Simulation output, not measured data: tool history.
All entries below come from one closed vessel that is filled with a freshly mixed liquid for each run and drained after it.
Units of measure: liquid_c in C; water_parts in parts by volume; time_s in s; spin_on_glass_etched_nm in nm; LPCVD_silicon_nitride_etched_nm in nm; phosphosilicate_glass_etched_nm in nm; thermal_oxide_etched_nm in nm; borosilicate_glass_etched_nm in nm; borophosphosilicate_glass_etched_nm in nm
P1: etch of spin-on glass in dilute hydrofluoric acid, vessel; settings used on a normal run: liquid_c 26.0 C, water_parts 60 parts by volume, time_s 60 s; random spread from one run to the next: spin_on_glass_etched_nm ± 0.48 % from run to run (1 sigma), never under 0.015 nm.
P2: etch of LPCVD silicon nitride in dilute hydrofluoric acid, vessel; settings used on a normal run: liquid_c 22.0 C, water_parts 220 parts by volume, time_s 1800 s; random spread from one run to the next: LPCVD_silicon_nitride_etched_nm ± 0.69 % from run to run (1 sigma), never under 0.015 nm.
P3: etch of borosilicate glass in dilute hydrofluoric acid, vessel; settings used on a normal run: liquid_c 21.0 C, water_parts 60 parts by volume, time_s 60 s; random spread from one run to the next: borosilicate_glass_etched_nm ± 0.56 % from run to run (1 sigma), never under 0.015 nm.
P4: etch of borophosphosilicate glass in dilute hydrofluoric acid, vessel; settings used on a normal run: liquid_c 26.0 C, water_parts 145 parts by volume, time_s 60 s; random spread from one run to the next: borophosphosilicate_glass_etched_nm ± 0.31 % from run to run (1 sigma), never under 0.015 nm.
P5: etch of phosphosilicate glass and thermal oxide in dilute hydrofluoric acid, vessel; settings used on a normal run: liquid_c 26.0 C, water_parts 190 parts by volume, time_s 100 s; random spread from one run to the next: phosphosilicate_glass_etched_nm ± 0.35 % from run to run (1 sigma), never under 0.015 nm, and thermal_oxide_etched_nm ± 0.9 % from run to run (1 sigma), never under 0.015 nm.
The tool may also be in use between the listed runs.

run   hour  process  liquid_c  water_parts  time_s  hours since the thermometer was replaced  hours since the hydrofluoric acid flow meter was replaced  spin_on_glass_etched_nm  LPCVD_silicon_nitride_etched_nm  phosphosilicate_glass_etched_nm  thermal_oxide_etched_nm  borosilicate_glass_etched_nm  borophosphosilicate_glass_etched_nm
  1   14.8       P1      26.0           60      60                                     251.0                                                      399.5                   48.422
  2   23.9       P1      26.0           60      60                                     260.1                                                      408.6                   48.139
  3   37.4       P2      28.5          220    1800                                     273.6                                                      422.1                                                    5.2103
  4   52.8       P2      22.0          220    2595                                     289.0                                                      437.5                                                    5.0394
  5   63.8       P1      31.5           60      60                                     300.0                                                      448.5                   58.983
  6   74.8       P5      26.0           55     100                                     311.0                                                      459.5                                                                                    221.830                 10.34500
  7   92.6       P1      26.0           60     105                                     328.8                                                      477.3                   84.290
  8  110.7       P3      21.0           60      60                                     346.9                                                      495.4                                                                                                                                            32.716
  9  124.1       P1      21.5           60      60                                     360.3                                                      508.8                   39.910
 10  137.1       P4      33.5          145      60                                     373.3                                                      521.8                                                                                                                                                                                 40.511
 11  148.4       P1      26.0           25      30                                     384.6                                                      533.1                   61.048
 12  166.5       P5      19.0          190     100                                     402.7                                                      551.2                                                                                     41.534                  1.93320
 13  183.6       P1      26.0           35      60                                     419.8                                                      568.3                   85.740
 14  200.2       P4      26.0          145     110                                     436.4                                                      584.9                                                                                                                                                                                 56.452
 15  209.1       P5      26.0          190      30                                     445.3                                                      593.8                                                                                     16.222                  0.73159
 16  222.0       P3      28.0           60      60                                     458.2                                                      606.7                                                                                                                                            43.733
 17  233.0       P5      26.0          190     100                                     469.2                                                      617.7                                                                                     54.196                  2.53200
 18  243.9       P3      21.0           60      60                                     480.1                                                      628.6                                                                                                                                            32.258
 19  256.3       P4      26.0          145      60                                     492.5                                                      641.0                                                                                                                                                                                 30.692
 20  273.5       P1      26.0           60      60                                     509.7                                                      658.2                   48.052
 21  286.8       P1      26.0           60      60                                     523.0                                                      671.5                   47.732
 22  299.7       P2      22.0          395    1800                                     535.9                                                      684.4                                                    1.9812
     304.6  -- thermometer replaced
 23  314.8       P1      26.0          110      60                                      10.3                                                      699.5                   24.402
 24  325.7       P1      20.0           60      85                                      21.2                                                      710.4                   53.451
 25  336.0       P3      21.0           60     115                                      31.5                                                      720.7                                                                                                                                            62.915
 26  344.5       P2      22.0          220    1800                                      40.0                                                      729.2                                                    3.5114
 27  362.6       P5      26.0          190     100                                      58.1                                                      747.3                                                                                     53.975                  2.52020
 28  371.4       P2      22.0          220    1800                                      66.9                                                      756.1                                                    3.4439
 29  381.1       P3      21.0          110      60                                      76.6                                                      765.8                                                                                                                                            16.802
 30  390.1       P1      26.0           60      60                                      85.6                                                      774.8                   48.502
 31  402.8       P4      26.0           45      60                                      98.3                                                      787.5                                                                                                                                                                                113.000
 32  417.7       P1      26.0           60      60                                     113.2                                                      802.4                   48.448
 33  429.6       P1      26.0           60      30                                     125.1                                                      814.3                   24.030
 34  443.5       P1      26.0           60      60                                     139.0                                                      828.2                   48.074
 35  451.8       P1      26.0           60      60                                     147.3                                                      836.5                   49.054
 36  469.1       P1      26.0           60      60                                     164.6                                                      853.8                   49.944
 37  484.3       P1      26.0           60      60                                     179.8                                                      869.0                   50.651
 38  498.9       P1      26.0           60      60                                     194.4                                                      883.6                   51.210
 39  513.1       P1      26.0           60      60                                     208.6                                                      897.8                   51.462
 40  528.2       P1      26.0           60      60                                     223.7                                                      912.9                   51.838
 41  540.0       P1      26.0           60      60                                     235.5                                                      924.7                   51.527
 42  548.4       P1      26.0           60      60                                     243.9                                                      933.1                   51.625
 43  565.3       P1      26.0           60      60                                     260.8                                                      950.0                   51.685
 44  579.8       P1      26.0           60      60                                     275.3                                                      964.5                   52.342
 45  595.4       P1      26.0           60      60                                     290.9                                                      980.1                   51.863

Something has made what P1 gives creep away from where it was; the 2 causes below, each at its own stated size, fit the log equally well:
A: liquid hotter than its thermometer reads (K) = 1.92
B: hydrofluoric acid flow above the setpoint (%) = 7.32
The process output started creeping at around hour 443.5.

Consider the 4 check runs below, whose results appear as question marks and each of which averages 2 wafers. Which one distinguishes the causes, in that each cause would give it a clearly different result?
check 1  611.0       P2      22.0          385    2410                                                                                                                                                              ?
check 2  611.0       P4      26.0           45      60                                                                                                                                                                                                                                                                                           ?
check 3  611.0       P5      19.0           65     100                                                                                                                                                                                               ?                        ?
check 4  611.0       P3      21.0          105     100                                                                                                                                                                                                                                                      ?

What each check would give under each cause:
  check                               result     if A     if B
check 1      LPCVD_silicon_nitride_etched_nm   3.0250   2.8882
check 2  borophosphosilicate_glass_etched_nm  122.110  121.800
check 3      phosphosilicate_glass_etched_nm  149.780  149.030
check 3              thermal_oxide_etched_nm  6.98960  6.95450
check 4         borosilicate_glass_etched_nm   31.813   31.863
Separation of the two closest causes in each check, using whichever result separates them best: check 1 4.63 %; check 2 0.26 %; check 3 0.5 %; check 4 0.16 %
Only check 1 tells the causes apart: in the others they would give nearly the same result.

The results of check 1 are: LPCVD_silicon_nitride_etched_nm 2.8767 nm. Based on these, which of the listed causes is it?

The cause is B: hydrofluoric acid flow above the setpoint (%).
